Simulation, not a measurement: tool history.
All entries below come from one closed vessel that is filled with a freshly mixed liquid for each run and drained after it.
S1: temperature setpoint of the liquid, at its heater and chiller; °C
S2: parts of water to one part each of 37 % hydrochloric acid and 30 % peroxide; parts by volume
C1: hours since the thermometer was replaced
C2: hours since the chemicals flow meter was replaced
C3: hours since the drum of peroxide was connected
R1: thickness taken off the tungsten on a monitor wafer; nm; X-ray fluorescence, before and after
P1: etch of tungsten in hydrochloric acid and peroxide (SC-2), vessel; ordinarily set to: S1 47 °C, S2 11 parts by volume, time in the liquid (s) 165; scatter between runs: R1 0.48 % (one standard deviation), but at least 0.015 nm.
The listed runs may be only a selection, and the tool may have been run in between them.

Run 1, hour 4.7: S1 47 °C, S2 11 parts by volume, time in the liquid (s) 165; C1 2031.5; C2 551.4; C3 802.4. Result: R1 24.593 nm.
Run 2, hour 13.7: S1 47 °C, S2 4 parts by volume, time in the liquid (s) 165; C1 2040.5; C2 560.4; C3 811.4. Result: R1 53.413 nm.
Run 3, hour 18.5: S1 47 °C, S2 11 parts by volume, time in the liquid (s) 165; C1 2045.3; C2 565.2; C3 816.2. Result: R1 24.591 nm.
Run 4, hour 28.2: S1 47 °C, S2 11 parts by volume, time in the liquid (s) 45; C1 2055; C2 574.9; C3 825.9. Result: R1 6.678 nm.
Run 5, hour 34.3: S1 35 °C, S2 11 parts by volume, time in the liquid (s) 285; C1 2061.1; C2 581; C3 832. Result: R1 18.27 nm.
Run 6, hour 39.1: S1 37.5 °C, S2 11 parts by volume, time in the liquid (s) 165; C1 2065.9; C2 585.8; C3 836.8. Result: R1 12.548 nm.
Run 7, hour 45.2: S1 47 °C, S2 20 parts by volume, time in the liquid (s) 165; C1 2072; C2 591.9; C3 842.9. Result: R1 14.563 nm.
Run 8, hour 50.9: S1 47 °C, S2 11 parts by volume, time in the liquid (s) 245; C1 2077.7; C2 597.6; C3 848.6. Result: R1 36.455 nm.
Run 9, hour 56.4: S1 47 °C, S2 11 parts by volume, time in the liquid (s) 165; C1 2083.2; C2 603.1; C3 854.1. Result: R1 24.415 nm.
Run 10, hour 65: S1 59.5 °C, S2 11 parts by volume, time in the liquid (s) 165; C1 2091.8; C2 611.7; C3 862.7. Result: R1 55.498 nm.
Run 11, hour 71.6: S1 47 °C, S2 11 parts by volume, time in the liquid (s) 165; C1 2098.4; C2 618.3; C3 869.3. Result: R1 24.806 nm.
At hour 72.9: thermometer replaced.
Run 12, hour 81.2: S1 47 °C, S2 11 parts by volume, time in the liquid (s) 165; C1 8.3; C2 627.9; C3 878.9. Result: R1 24.659 nm.
Run 13, hour 90.7: S1 47 °C, S2 11 parts by volume, time in the liquid (s) 165; C1 17.8; C2 637.4; C3 888.4. Result: R1 24.568 nm.

Run 14 has not been measured yet. What should we expect?
Run 14, hour 100.6: S1 47 °C, S2 11 parts by volume, time in the liquid (s) 165; C1 27.7; C2 647.3; C3 898.3. Result: R1 ?.

{"run 14": {"R1": 25.566}}
